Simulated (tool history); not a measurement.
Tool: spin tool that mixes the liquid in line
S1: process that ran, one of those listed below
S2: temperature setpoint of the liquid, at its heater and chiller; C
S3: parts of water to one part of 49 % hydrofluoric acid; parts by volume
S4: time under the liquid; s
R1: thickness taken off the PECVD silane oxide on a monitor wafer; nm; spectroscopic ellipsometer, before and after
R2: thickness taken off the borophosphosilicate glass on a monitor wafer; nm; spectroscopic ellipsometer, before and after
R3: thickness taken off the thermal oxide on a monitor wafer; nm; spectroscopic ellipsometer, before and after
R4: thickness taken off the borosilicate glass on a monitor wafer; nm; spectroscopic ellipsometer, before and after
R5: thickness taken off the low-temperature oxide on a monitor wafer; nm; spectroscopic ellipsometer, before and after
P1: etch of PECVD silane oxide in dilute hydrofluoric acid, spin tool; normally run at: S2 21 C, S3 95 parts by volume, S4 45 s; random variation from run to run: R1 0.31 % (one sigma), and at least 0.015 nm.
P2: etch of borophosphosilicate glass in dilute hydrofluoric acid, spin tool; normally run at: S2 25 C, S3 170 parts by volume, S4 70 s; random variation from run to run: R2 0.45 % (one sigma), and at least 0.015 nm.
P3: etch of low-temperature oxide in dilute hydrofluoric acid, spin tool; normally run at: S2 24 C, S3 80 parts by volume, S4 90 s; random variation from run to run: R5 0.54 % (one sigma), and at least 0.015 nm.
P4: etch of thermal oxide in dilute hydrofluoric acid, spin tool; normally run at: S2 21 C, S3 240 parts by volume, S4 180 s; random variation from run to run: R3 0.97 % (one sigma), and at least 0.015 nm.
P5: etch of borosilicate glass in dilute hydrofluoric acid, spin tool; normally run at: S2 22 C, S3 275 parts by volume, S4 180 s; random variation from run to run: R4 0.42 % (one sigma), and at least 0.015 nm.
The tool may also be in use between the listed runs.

run   hour  S1    S2   S3   S4      R1      R2       R3      R4      R5
  1    3.5  P1    21   95   45  14.389
  2   10.4  P1    21   30   45  49.468
  3   14.8  P2    25   50   70          41.395
  4   19.7  P4    21  240   35                  0.54393
  5   23.4  P5    22  275  180                           14.535
  6   29.3  P5    22  485  180                            6.925
  7   35.3  P1    21   95   45  14.358
  8   42.3  P4    21   55  180                   14.287
  9   45.8  P5    22  275  310                           25.181
 10   52.9  P3    24   80   90                                   13.016
 11   58.7  P4    21  240  180                   2.7135
 12   62.7  P1    21   95   70  22.404
 13   68.1  P1  27.5   95   45  18.576
 14   73.9  P1    17   95   45  12.221
 15   80.8  P1    21   55   15    8.72
 16   87.8  P1    21   95   45  14.498
 17   92.1  P1    21   95   45  14.409
 18   96.9  P1    21   95   15  4.8473
 19  100.1  P5    17  275  180                           12.137
     103.6  -- hydrofluoric acid flow meter replaced
 20  103.6  P3    24   80   15                                   2.1948
 21  108.9  P4    26  240  180                   3.1712
 22  113.6  P2    25  170   70          10.499
 23  117.7  P1    21  170   15   2.462
 24  121.9  P2    25  170   70           10.48
 25  127.9  P2  17.5  170   70          7.7849
 26  131.5  P2    25  170   35          5.2485
 27  135.6  P4    21  240  180                    2.754
 28    141  P3    32   80   90                                   17.786
 29  146.1  P3    24   35   90                                   31.761
 30  151.1  P1    21  155   45  8.2636
 31  157.1  P1    21   95   45  14.416
 32  160.7  P1    21   95   45  14.671
 33  164.9  P1    21   95   45  14.961
 34  168.6  P1    21   95   45  15.246
 35  174.2  P1    21   95   45  15.352
 36  180.8  P1    21   95   45  15.511
 37  184.7  P1    21   95   45  15.459
 38  190.1  P1    21   95   45  15.524
 39  196.7  P1    21   95   45  15.558

What P1 gives has crept away from where it was. These 2 causes fit the log equally well, each at the size given:
A: liquid hotter than its thermometer reads (K) = 1.87
B: hydrofluoric acid flow above the setpoint (%) = 7.08
The creep began at about hour 157.1.

4 check runs are offered, one wafer each, their results left as question marks. Which one tells the causes apart?
check 1  203.3  P5    22  440  180               ?
check 2  203.3  P4    21  145   70           ?
check 3  203.3  P2  18.5   75   70       ?
check 4  203.3  P3    30   80   90                   ?

What each check would give under each cause:
  check  result    if A    if B
check 1      R4  8.3796  8.6512
check 2      R3  2.0627  2.0742
check 3      R2  21.998    21.9
check 4      R5  17.748  17.844
How far apart the two closest causes lie, in the result that separates them most: check 1 3.19 %; check 2 0.55 %; check 3 0.45 %; check 4 0.54 %
Only check 1 tells the causes apart: in the others they would give nearly the same result.

Check 1 was then run and gave: R4 8.3833 nm. Which cause is it?

It is A: liquid hotter than its thermometer reads (K).
